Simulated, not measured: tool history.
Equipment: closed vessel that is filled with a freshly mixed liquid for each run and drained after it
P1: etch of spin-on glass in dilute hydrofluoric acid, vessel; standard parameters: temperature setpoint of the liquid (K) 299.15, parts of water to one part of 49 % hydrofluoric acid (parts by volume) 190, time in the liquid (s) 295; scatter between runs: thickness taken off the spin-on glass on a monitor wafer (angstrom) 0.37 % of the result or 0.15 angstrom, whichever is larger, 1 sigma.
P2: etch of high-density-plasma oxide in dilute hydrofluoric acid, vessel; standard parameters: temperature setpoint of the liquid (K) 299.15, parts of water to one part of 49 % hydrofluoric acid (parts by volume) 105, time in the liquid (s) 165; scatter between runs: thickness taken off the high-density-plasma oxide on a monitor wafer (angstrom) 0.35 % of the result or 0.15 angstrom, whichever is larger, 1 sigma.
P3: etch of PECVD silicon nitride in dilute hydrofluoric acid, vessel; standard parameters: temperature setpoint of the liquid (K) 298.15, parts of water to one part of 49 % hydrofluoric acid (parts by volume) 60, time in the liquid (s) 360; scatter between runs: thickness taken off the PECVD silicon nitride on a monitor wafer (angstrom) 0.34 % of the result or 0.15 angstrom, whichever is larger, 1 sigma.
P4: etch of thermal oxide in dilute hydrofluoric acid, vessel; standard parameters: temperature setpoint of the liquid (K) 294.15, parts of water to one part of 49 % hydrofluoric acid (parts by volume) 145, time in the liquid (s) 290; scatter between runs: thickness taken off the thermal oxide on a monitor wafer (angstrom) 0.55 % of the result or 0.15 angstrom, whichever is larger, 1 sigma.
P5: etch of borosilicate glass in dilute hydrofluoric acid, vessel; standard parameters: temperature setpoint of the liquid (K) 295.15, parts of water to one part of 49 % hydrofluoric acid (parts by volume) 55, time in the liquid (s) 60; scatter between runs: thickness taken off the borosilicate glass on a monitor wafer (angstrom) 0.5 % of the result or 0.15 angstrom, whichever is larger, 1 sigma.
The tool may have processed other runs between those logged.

run,hour,process that ran,temperature setpoint of the liquid (K),parts of water to one part of 49 % hydrofluoric acid (parts by volume),time in the liquid (s),hours since the thermometer was replaced,hours since the hydrofluoric acid flow meter was replaced,thickness taken off the spin-on glass on a monitor wafer (angstrom),thickness taken off the thermal oxide on a monitor wafer (angstrom),thickness taken off the high-density-plasma oxide on a monitor wafer (angstrom),thickness taken off the PECVD silicon nitride on a monitor wafer (angstrom),thickness taken off the borosilicate glass on a monitor wafer (angstrom)
1,12.9,P1,299.15,190,295,439.6,650.8,416.130,,,,
2,28.4,P1,299.15,270,295,455.1,666.3,271.160,,,,
3,37.7,P4,294.15,210,290,464.4,675.6,,51.371,,,
4,53.8,P1,299.15,300,120,480.5,691.7,95.664,,,,
5,63.2,P1,299.15,190,295,489.9,701.1,416.410,,,,
6,74.9,P4,294.15,145,95,501.6,712.8,,25.923,,,
7,82.8,P1,294.15,90,295,509.5,720.7,813.630,,,,
8,97.9,P2,299.15,180,165,524.6,735.8,,,45.111,,
9,111.4,P1,299.15,190,295,538.1,749.3,417.990,,,,
10,123.0,P1,299.15,190,295,549.7,760.9,417.140,,,,
11,136.8,P3,298.15,60,360,563.5,774.7,,,,355.35,
12,152.7,P1,299.15,190,295,579.4,790.6,414.960,,,,
13,169.0,P1,299.15,190,295,595.7,806.9,417.050,,,,
14,185.5,P2,299.15,105,165,612.2,823.4,,,84.885,,
15,194.3,P1,299.15,190,30,621.0,832.2,42.690,,,,
16,208.0,P3,298.15,60,700,634.7,845.9,,,,689.15,
17,220.1,P1,299.15,190,450,646.8,858.0,639.080,,,,
18,227.3,P1,299.15,120,450,654.0,865.2,1098.300,,,,
19,239.8,P2,299.15,105,290,666.5,877.7,,,149.480,,
20,255.2,P5,303.65,55,60,681.9,893.1,,,,,399.71
21,264.9,P3,305.15,60,360,691.6,902.8,,,,556.67,
22,276.7,P5,295.15,105,60,703.4,914.6,,,,,141.84
23,285.8,P4,294.15,145,290,712.5,923.7,,78.542,,,
24,300.1,P5,295.15,55,60,726.8,938.0,,,,,287.47

Run 25, settings as shown, results not yet in. Your forecast:
25,310.5,P2,291.15,105,165,737.2,948.4,,,?,,

{"run 25": {"thickness taken off the high-density-plasma oxide on a monitor wafer (angstrom)": 62.186}}
